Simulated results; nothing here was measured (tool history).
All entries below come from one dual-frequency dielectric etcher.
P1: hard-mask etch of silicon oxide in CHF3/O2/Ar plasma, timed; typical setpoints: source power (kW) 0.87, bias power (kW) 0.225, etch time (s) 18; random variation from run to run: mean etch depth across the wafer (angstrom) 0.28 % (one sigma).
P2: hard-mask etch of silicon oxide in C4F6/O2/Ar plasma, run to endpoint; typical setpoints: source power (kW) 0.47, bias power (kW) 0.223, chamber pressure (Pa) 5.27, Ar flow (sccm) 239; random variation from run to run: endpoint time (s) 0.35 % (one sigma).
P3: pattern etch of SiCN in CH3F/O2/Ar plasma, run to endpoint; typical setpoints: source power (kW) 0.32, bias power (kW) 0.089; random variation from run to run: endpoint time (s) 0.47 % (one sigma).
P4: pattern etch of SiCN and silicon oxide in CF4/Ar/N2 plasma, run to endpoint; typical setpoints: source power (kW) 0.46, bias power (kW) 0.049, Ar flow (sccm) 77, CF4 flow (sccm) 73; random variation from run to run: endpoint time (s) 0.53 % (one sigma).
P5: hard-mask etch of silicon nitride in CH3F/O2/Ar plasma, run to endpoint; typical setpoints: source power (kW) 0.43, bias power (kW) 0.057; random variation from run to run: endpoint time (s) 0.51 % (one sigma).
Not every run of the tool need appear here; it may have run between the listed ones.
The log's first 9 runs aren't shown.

run   hour  process that ran  source power (kW)  bias power (kW)  etch time (s)  Ar flow (sccm)  CF4 flow (sccm)  chamber pressure (Pa)  hours since the last wet clean  hours since the last source power generator calibration  hours since the last bias power generator calibration  mean etch depth across the wafer (angstrom)  endpoint time (s)
 10  104.4                P4               0.46            0.049                             51               73                                                  465.2                                                    828.5                                                 2288.3                                                          10.518
 11  119.2                P1               0.64            0.154             18                                                                                     480                                                    843.3                                                 2303.1                                       343.57
 12  126.3                P2               0.47            0.155                            239                                    5.27                           487.1                                                    850.4                                                 2310.2                                                          58.987
 13  138.4                P4               0.46            0.031                             77               73                                                  499.2                                                    862.5                                                 2322.3                                                          12.755
 14  149.6                P5               0.53            0.057                                                                                                  510.4                                                    873.7                                                 2333.5                                                          39.484
 15  164.4                P4               0.46            0.049                             77               88                                                  525.2                                                    888.5                                                 2348.3                                                          10.893
 16  176.9                P2               0.47            0.223                            239                                    5.27                           537.7                                                      901                                                 2360.8                                                          52.648
 17  185.6                P2               0.62            0.223                            239                                    5.27                           546.4                                                    909.7                                                 2369.5                                                          47.264
 18  199.6                P4               0.46            0.049                             77               73                                                  560.4                                                    923.7                                                 2383.5                                                          11.131
 19  208.2                P3               0.25            0.089                                                                                                    569                                                    932.3                                                 2392.1                                                          24.781
 20  222.2                P3               0.32            0.055                                                                                                    583                                                    946.3                                                 2406.1                                                          27.073
 21  234.5                P5               0.43             0.07                                                                                                  595.3                                                    958.6                                                 2418.4                                                          40.174

What does the tool deliver on the next run?
 22  249.5                P1               1.05            0.225             18                                                                                   610.3                                                    973.6                                                 2433.4                                            ?

mean etch depth across the wafer (angstrom): 470.64

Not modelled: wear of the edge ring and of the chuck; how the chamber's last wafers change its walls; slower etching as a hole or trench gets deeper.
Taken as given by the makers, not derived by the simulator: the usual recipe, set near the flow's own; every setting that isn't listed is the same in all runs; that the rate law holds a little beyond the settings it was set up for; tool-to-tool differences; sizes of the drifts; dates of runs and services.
